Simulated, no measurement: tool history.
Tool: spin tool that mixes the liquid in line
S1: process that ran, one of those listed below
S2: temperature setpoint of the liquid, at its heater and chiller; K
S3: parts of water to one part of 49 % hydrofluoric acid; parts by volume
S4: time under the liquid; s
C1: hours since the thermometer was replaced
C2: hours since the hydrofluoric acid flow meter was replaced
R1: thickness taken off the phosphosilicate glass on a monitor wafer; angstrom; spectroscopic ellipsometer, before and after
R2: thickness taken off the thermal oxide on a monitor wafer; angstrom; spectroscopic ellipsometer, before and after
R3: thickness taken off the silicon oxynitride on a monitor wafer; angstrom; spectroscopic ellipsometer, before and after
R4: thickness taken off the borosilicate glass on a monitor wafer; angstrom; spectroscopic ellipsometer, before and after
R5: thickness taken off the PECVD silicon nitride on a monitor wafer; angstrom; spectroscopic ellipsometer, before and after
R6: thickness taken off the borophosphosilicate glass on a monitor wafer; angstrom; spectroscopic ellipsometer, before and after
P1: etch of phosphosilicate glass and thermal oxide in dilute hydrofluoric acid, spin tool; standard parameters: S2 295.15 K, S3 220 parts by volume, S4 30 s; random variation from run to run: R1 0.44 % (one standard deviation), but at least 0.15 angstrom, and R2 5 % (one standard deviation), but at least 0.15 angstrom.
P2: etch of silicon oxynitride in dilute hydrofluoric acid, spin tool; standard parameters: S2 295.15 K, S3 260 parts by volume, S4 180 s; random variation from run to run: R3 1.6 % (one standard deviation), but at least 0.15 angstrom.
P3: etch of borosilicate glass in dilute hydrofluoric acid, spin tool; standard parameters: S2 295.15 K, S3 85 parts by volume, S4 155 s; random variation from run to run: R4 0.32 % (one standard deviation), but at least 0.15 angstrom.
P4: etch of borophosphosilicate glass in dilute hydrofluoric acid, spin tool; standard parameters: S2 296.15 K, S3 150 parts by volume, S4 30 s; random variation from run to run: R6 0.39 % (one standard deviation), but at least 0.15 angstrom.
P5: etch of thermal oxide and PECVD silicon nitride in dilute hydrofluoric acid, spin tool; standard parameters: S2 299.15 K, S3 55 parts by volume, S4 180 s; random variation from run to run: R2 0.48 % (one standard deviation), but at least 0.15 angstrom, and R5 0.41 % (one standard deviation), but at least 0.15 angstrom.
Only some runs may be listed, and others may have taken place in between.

| run | hour | S1 | S2 | S3 | S4 | C1 | C2 | R1 | R2 | R3 | R4 | R5 | R6 |
|---|---|---|---|---|---|---|---|---|---|---|---|---|---|
| 1 | 8.8 | P1 | 295.15 | 220 | 30 | 783.5 | 465.7 | 108.140 | 5.1384 |  |  |  |  |
| 2 | 17.5 | P2 | 295.15 | 260 | 180 | 792.2 | 474.4 |  |  | 13.9550 |  |  |  |
| 3 | 25.1 | P3 | 295.15 | 85 | 155 | 799.8 | 482.0 |  |  |  | 474.95 |  |  |
| 4 | 34.8 | P1 | 302.65 | 385 | 30 | 809.5 | 491.7 | 67.596 | 3.3938 |  |  |  |  |
| 5 | 48.2 | P2 | 295.15 | 440 | 180 | 822.9 | 505.1 |  |  | 7.2304 |  |  |  |
| 6 | 57.1 | P5 | 299.15 | 55 | 180 | 831.8 | 514.0 |  | 171.2900 |  |  | 82.512 |  |
| 7 | 69.3 | P1 | 290.15 | 220 | 30 | 844.0 | 526.2 | 88.392 | 4.2950 |  |  |  |  |
| 8 | 80.5 | P4 | 296.15 | 150 | 30 | 855.2 | 537.4 |  |  |  |  |  | 63.391 |
| 9 | 94.9 | P4 | 296.15 | 80 | 30 | 869.6 | 551.8 |  |  |  |  |  | 129.240 |
| 10 | 106.1 | P5 | 299.15 | 55 | 180 | 880.8 | 563.0 |  | 170.6900 |  |  | 82.736 |  |
| 11 | 119.0 | P1 | 295.15 | 220 | 30 | 893.7 | 575.9 | 108.350 | 4.6445 |  |  |  |  |
| 12 | 130.6 | P1 | 290.15 | 220 | 45 | 905.3 | 587.5 | 133.320 | 6.1245 |  |  |  |  |
| 13 | 139.1 | P3 | 295.15 | 85 | 300 | 913.8 | 596.0 |  |  |  | 924.07 |  |  |
| 14 | 147.0 | P5 | 299.15 | 55 | 360 | 921.7 | 603.9 |  | 342.9700 |  |  | 165.700 |  |
| 15 | 156.8 | P3 | 295.15 | 145 | 155 | 931.5 | 613.7 |  |  |  | 261.35 |  |  |
| 16 | 171.2 | P2 | 295.15 | 260 | 270 | 945.9 | 628.1 |  |  | 20.7390 |  |  |  |
| 17 | 178.5 | P3 | 295.15 | 85 | 155 | 953.2 | 635.4 |  |  |  | 476.08 |  |  |
| 18 | 190.5 | P3 | 300.15 | 85 | 155 | 965.2 | 647.4 |  |  |  | 584.57 |  |  |
| 19 | 202.9 | P1 | 295.15 | 220 | 30 | 977.6 | 659.8 | 108.430 | 5.2674 |  |  |  |  |
| 20 | 213.3 | P1 | 295.15 | 220 | 30 | 988.0 | 670.2 | 108.200 | 5.2800 |  |  |  |  |
| 21 | 228.8 | P1 | 303.15 | 220 | 30 | 1003.5 | 685.7 | 144.250 | 7.0497 |  |  |  |  |
| 22 | 235.9 | P5 | 299.15 | 25 | 180 | 1010.6 | 692.8 |  | 396.9200 |  |  | 178.960 |  |
| 23 | 245.6 | P4 | 296.15 | 150 | 15 | 1020.3 | 702.5 |  |  |  |  |  | 31.802 |
| 24 | 258.1 | P4 | 302.15 | 150 | 30 | 1032.8 | 715.0 |  |  |  |  |  | 79.743 |
| 25 | 269.5 | P2 | 290.15 | 260 | 180 | 1044.2 | 726.4 |  |  | 11.1080 |  |  |  |
| 26 | 276.8 | P4 | 296.15 | 150 | 30 | 1051.5 | 733.7 |  |  |  |  |  | 63.894 |
| 27 | 287.7 | P1 | 295.15 | 100 | 30 | 1062.4 | 744.6 | 269.380 | 13.2190 |  |  |  |  |
| 28 | 301.9 | P1 | 295.15 | 220 | 15 | 1076.6 | 758.8 | 53.743 | 2.7662 |  |  |  |  |
| 29 | 310.1 | P1 | 295.15 | 385 | 30 | 1084.8 | 767.0 | 52.848 | 2.7034 |  |  |  |  |
| 30 | 325.0 | P1 | 295.15 | 95 | 15 | 1099.7 | 781.9 | 142.590 | 7.1548 |  |  |  |  |
| 31 | 338.9 | P5 | 292.15 | 55 | 180 | 1113.6 | 795.8 |  | 128.4100 |  |  | 51.077 |  |
| 32 | 352.7 | P1 | 295.15 | 220 | 65 | 1127.4 | 809.6 | 235.100 | 11.8600 |  |  |  |  |
| 33 | 360.5 | P1 | 295.15 | 220 | 30 | 1135.2 | 817.4 | 107.750 | 5.3840 |  |  |  |  |
| 34 | 375.2 | P1 | 295.15 | 220 | 30 | 1149.9 | 832.1 | 108.140 | 5.5457 |  |  |  |  |
| 35 | 390.4 | P1 | 295.15 | 220 | 30 | 1165.1 | 847.3 | 105.900 | 4.9672 |  |  |  |  |
| 36 | 397.9 | P1 | 295.15 | 220 | 30 | 1172.6 | 854.8 | 104.660 | 5.3885 |  |  |  |  |
| 37 | 414.0 | P1 | 295.15 | 220 | 30 | 1188.7 | 870.9 | 102.030 | 4.2693 |  |  |  |  |
| 38 | 423.8 | P1 | 295.15 | 220 | 30 | 1198.5 | 880.7 | 102.420 | 5.3688 |  |  |  |  |
| 39 | 433.8 | P1 | 295.15 | 220 | 30 | 1208.5 | 890.7 | 103.130 | 5.1487 |  |  |  |  |
| 40 | 445.7 | P1 | 295.15 | 220 | 30 | 1220.4 | 902.6 | 102.510 | 4.9268 |  |  |  |  |
| 41 | 455.2 | P1 | 295.15 | 220 | 30 | 1229.9 | 912.1 | 101.560 | 5.1692 |  |  |  |  |
| 42 | 465.5 | P1 | 295.15 | 220 | 30 | 1240.2 | 922.4 | 101.750 | 5.0527 |  |  |  |  |
| 43 | 477.4 | P1 | 295.15 | 220 | 30 | 1252.1 | 934.3 | 101.000 | 5.1128 |  |  |  |  |
| 44 | 485.1 | P1 | 295.15 | 220 | 30 | 1259.8 | 942.0 | 100.740 | 4.6612 |  |  |  |  |
| 45 | 496.3 | P1 | 295.15 | 220 | 30 | 1271.0 | 953.2 | 101.180 | 4.6885 |  |  |  |  |

The log shows P1 creeping away from where it was. Any of the 2 causes listed here, at the size stated for it, fits the log just as well as the others:
A: hydrofluoric acid flow below the setpoint (%) = 4.93
B: liquid colder than its thermometer reads (K) = 1.65
Creep in the process output first set in at about hour 375.2.

Below are 4 check runs, each on a single wafer, with their results shown as question marks. Which of them would tell the listed causes apart, meaning the causes would give clearly different results under it?
| check 1 | 507.5 | P3 | 295.15 | 140 | 210 |  |  |  |  |  | ? |  |  |
| check 2 | 507.5 | P4 | 296.15 | 110 | 20 |  |  |  |  |  |  |  | ? |
| check 3 | 507.5 | P2 | 295.15 | 405 | 240 |  |  |  |  | ? |  |  |  |
| check 4 | 507.5 | P5 | 295.65 | 55 | 310 |  |  |  | ? |  |  | ? |  |

If the cause were each of the candidates in turn, the checks would give the following:
| check | result | if A | if B |
|---|---|---|---|
| check 1 | R4 | 347.78 | 345.44 |
| check 2 | R6 | 57.265 | 56.765 |
| check 3 | R3 | 10.2100 | 10.1470 |
| check 4 | R2 | 241.9200 | 238.3700 |
| check 4 | R5 | 106.930 | 100.350 |
Gap, in per cent, between the two causes that each check separates least, read from the result that separates them most: check 1 0.68 %; check 2 0.88 %; check 3 0.61 %; check 4 6.36 %
Only check 4 tells the causes apart: in the others they would give nearly the same result.

Check 4 has now been run. It gave: R2 237.4400 angstrom; R5 100.540 angstrom. Which of the candidate causes is it?

The cause is B: liquid colder than its thermometer reads (K).
